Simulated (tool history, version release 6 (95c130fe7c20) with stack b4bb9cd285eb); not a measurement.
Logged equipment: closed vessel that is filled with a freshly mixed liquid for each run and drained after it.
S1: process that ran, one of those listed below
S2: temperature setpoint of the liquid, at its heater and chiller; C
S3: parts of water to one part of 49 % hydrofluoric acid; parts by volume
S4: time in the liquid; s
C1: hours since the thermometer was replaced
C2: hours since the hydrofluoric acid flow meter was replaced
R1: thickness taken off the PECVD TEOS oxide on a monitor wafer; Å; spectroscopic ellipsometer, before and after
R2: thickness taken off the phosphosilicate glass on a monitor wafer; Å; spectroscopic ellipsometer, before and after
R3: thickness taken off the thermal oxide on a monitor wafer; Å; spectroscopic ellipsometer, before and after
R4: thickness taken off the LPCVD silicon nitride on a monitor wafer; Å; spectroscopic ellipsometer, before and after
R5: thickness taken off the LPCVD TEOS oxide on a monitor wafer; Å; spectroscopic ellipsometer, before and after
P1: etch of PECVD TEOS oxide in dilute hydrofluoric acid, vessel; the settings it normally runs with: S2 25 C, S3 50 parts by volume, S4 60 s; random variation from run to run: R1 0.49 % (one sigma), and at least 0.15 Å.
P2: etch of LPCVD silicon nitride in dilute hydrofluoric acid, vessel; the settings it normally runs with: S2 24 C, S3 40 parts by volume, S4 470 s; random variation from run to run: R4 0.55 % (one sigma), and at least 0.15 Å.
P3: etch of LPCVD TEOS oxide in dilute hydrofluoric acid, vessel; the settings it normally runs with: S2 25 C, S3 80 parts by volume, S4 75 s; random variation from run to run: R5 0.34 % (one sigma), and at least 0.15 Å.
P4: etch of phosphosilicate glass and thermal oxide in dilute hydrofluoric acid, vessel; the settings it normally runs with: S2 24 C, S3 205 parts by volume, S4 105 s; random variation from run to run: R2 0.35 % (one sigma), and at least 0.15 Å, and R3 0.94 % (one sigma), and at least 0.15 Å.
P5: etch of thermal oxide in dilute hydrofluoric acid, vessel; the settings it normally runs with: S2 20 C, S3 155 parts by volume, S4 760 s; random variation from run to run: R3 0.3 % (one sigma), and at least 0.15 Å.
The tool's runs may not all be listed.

run 1 hour=8.9 | S1=P1 S2=25 S3=50 S4=60 | C1=938.7 C2=629 | R1=206.21
run 2 hour=14.1 | S1=P4 S2=24 S3=60 S4=105 | C1=943.9 C2=634.2 | R2=1469.8 R3=87.668
run 3 hour=23.1 | S1=P1 S2=25 S3=50 S4=60 | C1=952.9 C2=643.2 | R1=207.62
run 4 hour=31.5 | S1=P1 S2=21.5 S3=50 S4=30 | C1=961.3 C2=651.6 | R1=90.362
run 5 hour=39.6 | S1=P5 S2=20 S3=155 S4=760 | C1=969.4 C2=659.7 | R3=186.91
run 6 hour=44.2 | S1=P1 S2=25 S3=50 S4=60 | C1=974 C2=664.3 | R1=206.78
run 7 hour=52.1 | S1=P1 S2=25 S3=20 S4=60 | C1=981.9 C2=672.2 | R1=535.36
run 8 hour=62.4 | S1=P2 S2=24 S3=40 S4=470 | C1=992.2 C2=682.5 | R4=64.325
run 9 hour=71.5 | S1=P1 S2=25 S3=85 S4=60 | C1=1001.3 C2=691.6 | R1=116.59
run 10 hour=80.6 | S1=P1 S2=25 S3=50 S4=115 | C1=1010.4 C2=700.7 | R1=398.02
run 11 hour=88.1 | S1=P1 S2=25 S3=50 S4=30 | C1=1017.9 C2=708.2 | R1=103.62
run 12 hour=95.6 | S1=P4 S2=24 S3=205 S4=30 | C1=1025.4 C2=715.7 | R2=103.47 R3=6.0144
run 13 hour=101.6 | S1=P1 S2=29.5 S3=50 S4=60 | C1=1031.4 C2=721.7 | R1=251.11
run 14 hour=109.3 | S1=P2 S2=17 S3=40 S4=470 | C1=1039.1 C2=729.4 | R4=39.781
run 15 hour=117.2 | S1=P2 S2=24 S3=55 S4=470 | C1=1047 C2=737.3 | R4=47.527
-- hour=121.3 hydrofluoric acid flow meter replaced
run 16 hour=127.2 | S1=P1 S2=25 S3=50 S4=60 | C1=1057 C2=5.9 | R1=209.03
run 17 hour=134.4 | S1=P4 S2=20 S3=205 S4=105 | C1=1064.2 C2=13.1 | R2=311.89 R3=18.802
run 18 hour=144.7 | S1=P2 S2=24 S3=40 S4=920 | C1=1074.5 C2=23.4 | R4=125.82
run 19 hour=150.1 | S1=P3 S2=25 S3=80 S4=30 | C1=1079.9 C2=28.8 | R5=122.59
run 20 hour=157.4 | S1=P2 S2=24 S3=40 S4=470 | C1=1087.2 C2=36.1 | R4=64.007
run 21 hour=165.3 | S1=P1 S2=25 S3=85 S4=30 | C1=1095.1 C2=44 | R1=58.296
run 22 hour=172.7 | S1=P4 S2=24 S3=205 S4=105 | C1=1102.5 C2=51.4 | R2=359.73 R3=21.458
run 23 hour=182.3 | S1=P5 S2=20 S3=35 S4=760 | C1=1112.1 C2=61 | R3=945.14
run 24 hour=187.7 | S1=P5 S2=17 S3=155 S4=760 | C1=1117.5 C2=66.4 | R3=164.97
run 25 hour=193.3 | S1=P3 S2=25 S3=80 S4=75 | C1=1123.1 C2=72 | R5=306.91
run 26 hour=199.2 | S1=P5 S2=20 S3=155 S4=1480 | C1=1129 C2=77.9 | R3=364.54
run 27 hour=208.4 | S1=P1 S2=21 S3=50 S4=60 | C1=1138.2 C2=87.1 | R1=175.68
run 28 hour=213.2 | S1=P3 S2=30 S3=80 S4=75 | C1=1143 C2=91.9 | R5=370.77
run 29 hour=222.7 | S1=P3 S2=25 S3=20 S4=75 | C1=1152.5 C2=101.4 | R5=1330.6
run 30 hour=230.8 | S1=P1 S2=25 S3=50 S4=60 | C1=1160.6 C2=109.5 | R1=207.43
run 31 hour=238.8 | S1=P1 S2=25 S3=50 S4=60 | C1=1168.6 C2=117.5 | R1=213.2
run 32 hour=244.9 | S1=P1 S2=25 S3=50 S4=60 | C1=1174.7 C2=123.6 | R1=218.54
run 33 hour=251.3 | S1=P1 S2=25 S3=50 S4=60 | C1=1181.1 C2=130 | R1=220.16
run 34 hour=261.7 | S1=P1 S2=25 S3=50 S4=60 | C1=1191.5 C2=140.4 | R1=225.16
run 35 hour=269.4 | S1=P1 S2=25 S3=50 S4=60 | C1=1199.2 C2=148.1 | R1=225.6
run 36 hour=276.3 | S1=P1 S2=25 S3=50 S4=60 | C1=1206.1 C2=155 | R1=225.26
run 37 hour=281.3 | S1=P1 S2=25 S3=50 S4=60 | C1=1211.1 C2=160 | R1=227.65
run 38 hour=290.9 | S1=P1 S2=25 S3=50 S4=60 | C1=1220.7 C2=169.6 | R1=227.6
run 39 hour=298.1 | S1=P1 S2=25 S3=50 S4=60 | C1=1227.9 C2=176.8 | R1=228.15
run 40 hour=308 | S1=P1 S2=25 S3=50 S4=60 | C1=1237.8 C2=186.7 | R1=227.62

What P1 gives has crept off from where it sat before. The 2 causes that follow fit the log equally well, each at the size noted:
A: hydrofluoric acid flow above the setpoint (%) = 9.02
B: liquid hotter than its thermometer reads (K) = 2.28
At approximately hour 230.8, the process output began to creep.

Which of the 4 check runs listed below separates the causes, so that each cause would produce a clearly different result? Each run uses one wafer, and its results are marked with question marks.
run check 1 hour=317.9 | S1=P3 S2=29.5 S3=20 S4=75 | R5=?
run check 2 hour=317.9 | S1=P2 S2=19 S3=40 S4=835 | R4=?
run check 3 hour=317.9 | S1=P4 S2=24 S3=65 S4=105 | R2=? R3=?
run check 4 hour=317.9 | S1=P5 S2=20 S3=70 S4=760 | R3=?

If the cause were each of the candidates in turn, the checks would give the following:
check=check_1 result=R5 if_A=1739.9 if_B=1745.2
check=check_2 result=R4 if_A=87.987 if_B=94.88
check=check_3 result=R2 if_A=1475.9 if_B=1473.6
check=check_3 result=R3 if_A=88.275 if_B=88.139
check=check_4 result=R3 if_A=500.75 if_B=501.5
Per-check spread between the two closest causes, in the result where they differ most: check 1 0.3 %; check 2 7.54 %; check 3 0.15 %; check 4 0.15 %
Check 2 tells the causes apart: in the others they would give nearly the same result.

Check 2 has now been run. It gave: R4 94.711 Å. Which of the candidate causes is it?

Of the candidate causes, it is B: liquid hotter than its thermometer reads (K).
